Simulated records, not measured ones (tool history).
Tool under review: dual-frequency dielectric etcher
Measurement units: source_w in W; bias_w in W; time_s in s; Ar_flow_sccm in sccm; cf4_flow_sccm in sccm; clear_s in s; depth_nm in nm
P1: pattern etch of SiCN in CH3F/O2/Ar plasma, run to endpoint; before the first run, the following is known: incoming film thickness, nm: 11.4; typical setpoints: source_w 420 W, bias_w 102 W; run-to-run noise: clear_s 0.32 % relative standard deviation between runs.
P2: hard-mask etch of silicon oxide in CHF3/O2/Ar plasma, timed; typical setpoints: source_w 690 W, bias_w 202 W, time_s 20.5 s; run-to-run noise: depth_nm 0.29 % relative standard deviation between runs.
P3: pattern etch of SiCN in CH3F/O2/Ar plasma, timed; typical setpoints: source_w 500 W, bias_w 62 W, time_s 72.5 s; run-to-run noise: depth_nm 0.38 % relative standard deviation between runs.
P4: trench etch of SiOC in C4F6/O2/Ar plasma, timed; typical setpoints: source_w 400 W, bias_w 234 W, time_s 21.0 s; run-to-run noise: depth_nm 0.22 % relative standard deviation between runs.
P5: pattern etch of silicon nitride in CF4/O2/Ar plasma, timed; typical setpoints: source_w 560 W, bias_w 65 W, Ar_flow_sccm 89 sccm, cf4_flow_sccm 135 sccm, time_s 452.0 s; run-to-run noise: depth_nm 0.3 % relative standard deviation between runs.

| run | hour | process | source_w | bias_w | time_s | Ar_flow_sccm | cf4_flow_sccm | clear_s | depth_nm |
|---|---|---|---|---|---|---|---|---|---|
| 1 | 10.2 | P1 | 420 | 102 |  |  |  | 26.718 |  |
| 2 | 17.7 | P1 | 590 | 102 |  |  |  | 23.677 |  |
| 3 | 28.5 | P2 | 440 | 202 | 20.5 |  |  |  | 39.379 |
| 4 | 35.3 | P1 | 420 | 143 |  |  |  | 23.530 |  |
| 5 | 46.3 | P1 | 360 | 77 |  |  |  | 31.470 |  |
| 6 | 52.1 | P3 | 630 | 62 | 72.5 |  |  |  | 31.589 |
| 7 | 57.6 | P3 | 500 | 62 | 72.5 |  |  |  | 29.244 |
| 8 | 63.4 | P3 | 500 | 36 | 72.5 |  |  |  | 24.472 |
| 9 | 70.1 | P5 | 560 | 65 | 452.0 | 89 | 135 |  | 1099.400 |
| 10 | 76.5 | P1 | 290 | 134 |  |  |  | 27.576 |  |
|  | 76.6 | source power generator calibrated |
| 11 | 82.3 | P5 | 560 | 65 | 452.0 | 65 | 135 |  | 1129.800 |
|  | 90.0 | bias power generator calibrated |
| 12 | 90.6 | P5 | 560 | 65 | 452.0 | 89 | 178 |  | 1120.200 |
| 13 | 98.5 | P1 | 420 | 83 |  |  |  | 28.745 |  |
| 14 | 109.9 | P1 | 420 | 102 |  |  |  | 26.808 |  |
| 15 | 120.6 | P1 | 420 | 102 |  |  |  | 26.635 |  |
| 16 | 131.5 | P1 | 420 | 102 |  |  |  | 26.824 |  |
| 17 | 139.6 | P4 | 290 | 234 | 21.0 |  |  |  | 42.277 |
| 18 | 145.3 | P2 | 690 | 202 | 16.0 |  |  |  | 36.357 |
| 19 | 153.9 | P2 | 690 | 202 | 20.5 |  |  |  | 46.389 |
| 20 | 159.5 | P1 | 320 | 102 |  |  |  | 29.398 |  |
| 21 | 169.0 | P3 | 500 | 62 | 72.5 |  |  |  | 29.253 |
| 22 | 175.4 | P4 | 400 | 188 | 21.0 |  |  |  | 44.426 |
| 23 | 185.3 | P5 | 350 | 65 | 452.0 | 89 | 135 |  | 738.190 |
| 24 | 196.2 | P1 | 420 | 102 |  |  |  | 26.653 |  |
| 25 | 203.0 | P5 | 560 | 65 | 269.5 | 89 | 135 |  | 658.070 |
| 26 | 213.1 | P1 | 340 | 134 |  |  |  | 25.976 |  |
| 27 | 219.7 | P3 | 500 | 62 | 106.5 |  |  |  | 42.717 |
| 28 | 226.7 | P5 | 560 | 65 | 452.0 | 89 | 135 |  | 1106.200 |
| 29 | 236.4 | P1 | 420 | 102 |  |  |  | 26.585 |  |
| 30 | 245.9 | P2 | 690 | 150 | 20.5 |  |  |  | 42.126 |
| 31 | 253.7 | P5 | 560 | 85 | 452.0 | 89 | 135 |  | 1222.800 |
| 32 | 264.0 | P1 | 420 | 102 |  |  |  | 26.741 |  |
| 33 | 271.4 | P4 | 400 | 234 | 30.5 |  |  |  | 69.561 |
| 34 | 280.4 | P4 | 400 | 234 | 21.0 |  |  |  | 47.827 |
| 35 | 288.3 | P1 | 420 | 102 |  |  |  | 26.695 |  |

Expected results for the next run?
| 36 | 296.8 | P1 | 420 | 102 |  |  |  | ? |  |

{"run 36": {"clear_s": 26.532}}
